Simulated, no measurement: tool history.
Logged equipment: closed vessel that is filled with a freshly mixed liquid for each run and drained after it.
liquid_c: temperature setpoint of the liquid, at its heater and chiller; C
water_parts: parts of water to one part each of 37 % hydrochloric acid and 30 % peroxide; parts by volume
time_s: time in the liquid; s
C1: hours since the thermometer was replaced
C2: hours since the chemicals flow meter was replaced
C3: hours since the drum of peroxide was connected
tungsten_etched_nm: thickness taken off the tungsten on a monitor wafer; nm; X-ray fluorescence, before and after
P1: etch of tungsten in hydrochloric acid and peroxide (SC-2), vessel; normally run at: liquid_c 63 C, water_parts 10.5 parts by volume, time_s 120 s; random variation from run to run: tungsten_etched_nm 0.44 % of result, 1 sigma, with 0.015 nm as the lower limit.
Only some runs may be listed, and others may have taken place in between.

Run 1, hour 8.6: liquid_c 63 C, water_parts 10.5 parts by volume, time_s 120 s; C1 553.3; C2 343; C3 488.7. Result: tungsten_etched_nm 51.482 nm.
Run 2, hour 26.2: liquid_c 63 C, water_parts 10.5 parts by volume, time_s 235 s; C1 570.9; C2 360.6; C3 506.3. Result: tungsten_etched_nm 100.4 nm.
Run 3, hour 42.1: liquid_c 63 C, water_parts 10.5 parts by volume, time_s 120 s; C1 586.8; C2 376.5; C3 522.2. Result: tungsten_etched_nm 51.354 nm.
Run 4, hour 54.5: liquid_c 63 C, water_parts 18.5 parts by volume, time_s 120 s; C1 599.2; C2 388.9; C3 534.6. Result: tungsten_etched_nm 31.36 nm.
Run 5, hour 62.3: liquid_c 63 C, water_parts 4 parts by volume, time_s 120 s; C1 607; C2 396.7; C3 542.4. Result: tungsten_etched_nm 107.56 nm.
Run 6, hour 79.3: liquid_c 63 C, water_parts 10.5 parts by volume, time_s 120 s; C1 624; C2 413.7; C3 559.4. Result: tungsten_etched_nm 51.233 nm.
Run 7, hour 90: liquid_c 63 C, water_parts 15.5 parts by volume, time_s 175 s; C1 634.7; C2 424.4; C3 570.1. Result: tungsten_etched_nm 53.761 nm.
At hour 96.3: thermometer replaced.
Run 8, hour 98.1: liquid_c 63 C, water_parts 10.5 parts by volume, time_s 120 s; C1 1.9; C2 432.5; C3 578.2. Result: tungsten_etched_nm 51.477 nm.
Run 9, hour 112: liquid_c 70.5 C, water_parts 10.5 parts by volume, time_s 120 s; C1 15.8; C2 446.4; C3 592.1. Result: tungsten_etched_nm 80.971 nm.
Run 10, hour 128: liquid_c 47.5 C, water_parts 10.5 parts by volume, time_s 120 s; C1 31.8; C2 462.4; C3 608.1. Result: tungsten_etched_nm 18.795 nm.
Run 11, hour 143.3: liquid_c 63 C, water_parts 10.5 parts by volume, time_s 30 s; C1 47.1; C2 477.7; C3 623.4. Result: tungsten_etched_nm 12.912 nm.
Run 12, hour 160.8: liquid_c 63 C, water_parts 10.5 parts by volume, time_s 120 s; C1 64.6; C2 495.2; C3 640.9. Result: tungsten_etched_nm 51.719 nm.
Run 13, hour 176.5: liquid_c 63 C, water_parts 10.5 parts by volume, time_s 120 s; C1 80.3; C2 510.9; C3 656.6. Result: tungsten_etched_nm 53.281 nm.
Run 14, hour 187.1: liquid_c 63 C, water_parts 10.5 parts by volume, time_s 120 s; C1 90.9; C2 521.5; C3 667.2. Result: tungsten_etched_nm 53.952 nm.
Run 15, hour 202: liquid_c 63 C, water_parts 10.5 parts by volume, time_s 120 s; C1 105.8; C2 536.4; C3 682.1. Result: tungsten_etched_nm 55.066 nm.
Run 16, hour 212.2: liquid_c 63 C, water_parts 10.5 parts by volume, time_s 120 s; C1 116; C2 546.6; C3 692.3. Result: tungsten_etched_nm 54.997 nm.
Run 17, hour 220.6: liquid_c 63 C, water_parts 10.5 parts by volume, time_s 120 s; C1 124.4; C2 555; C3 700.7. Result: tungsten_etched_nm 55.217 nm.
Run 18, hour 230.4: liquid_c 63 C, water_parts 10.5 parts by volume, time_s 120 s; C1 134.2; C2 564.8; C3 710.5. Result: tungsten_etched_nm 55.27 nm.
Run 19, hour 242.1: liquid_c 63 C, water_parts 10.5 parts by volume, time_s 120 s; C1 145.9; C2 576.5; C3 722.2. Result: tungsten_etched_nm 55.804 nm.
Run 20, hour 258.6: liquid_c 63 C, water_parts 10.5 parts by volume, time_s 120 s; C1 162.4; C2 593; C3 738.7. Result: tungsten_etched_nm 55.854 nm.
Run 21, hour 271.7: liquid_c 63 C, water_parts 10.5 parts by volume, time_s 120 s; C1 175.5; C2 606.1; C3 751.8. Result: tungsten_etched_nm 55.95 nm.
Run 22, hour 289.3: liquid_c 63 C, water_parts 10.5 parts by volume, time_s 120 s; C1 193.1; C2 623.7; C3 769.4. Result: tungsten_etched_nm 55.864 nm.

Compared with where it was, what P1 gives has crept away. Each cause listed below fits the log as well as the rest, at the size given for it:
A: chemicals flow above the setpoint (%) = 10.6
B: liquid hotter than its thermometer reads (K) = 1.37
Onset of the creep was near hour 160.8.
The rest of the possible causes, and what rules out each one:
peroxide weaker than its label (%): at its largest 8, which would move tungsten_etched_nm by -7.4 %, too little to match the creep or of the wrong sign

Of the 4 check runs below, each run on 3 wafers with the results averaged and each result still a question mark, which one would tell the listed causes apart?
Run check 1, hour 306.9: liquid_c 48.5 C, water_parts 18.5 parts by volume, time_s 120 s. Result: tungsten_etched_nm ?.
Run check 2, hour 306.9: liquid_c 55 C, water_parts 10.5 parts by volume, time_s 230 s. Result: tungsten_etched_nm ?.
Run check 3, hour 306.9: liquid_c 49.5 C, water_parts 5 parts by volume, time_s 120 s. Result: tungsten_etched_nm ?.
Run check 4, hour 306.9: liquid_c 63 C, water_parts 16.5 parts by volume, time_s 215 s. Result: tungsten_etched_nm ?.

What each check would give under each cause:
  check              result    if A    if B
check 1  tungsten_etched_nm  13.495  13.513
check 2  tungsten_etched_nm  64.704  64.983
check 3  tungsten_etched_nm  41.444  42.296
check 4  tungsten_etched_nm  68.083  67.726
How far apart the two closest causes lie, in the result that separates them most: check 1 0.14 %; check 2 0.43 %; check 3 2.04 %; check 4 0.53 %
Of the check runs offered, only check 3 discriminates between the causes; the rest would read about the same regardless of which cause applies.

Check 3 was carried out, with these results: tungsten_etched_nm 42.188 nm. Which of the listed causes is responsible?

The cause is B: liquid hotter than its thermometer reads (K).

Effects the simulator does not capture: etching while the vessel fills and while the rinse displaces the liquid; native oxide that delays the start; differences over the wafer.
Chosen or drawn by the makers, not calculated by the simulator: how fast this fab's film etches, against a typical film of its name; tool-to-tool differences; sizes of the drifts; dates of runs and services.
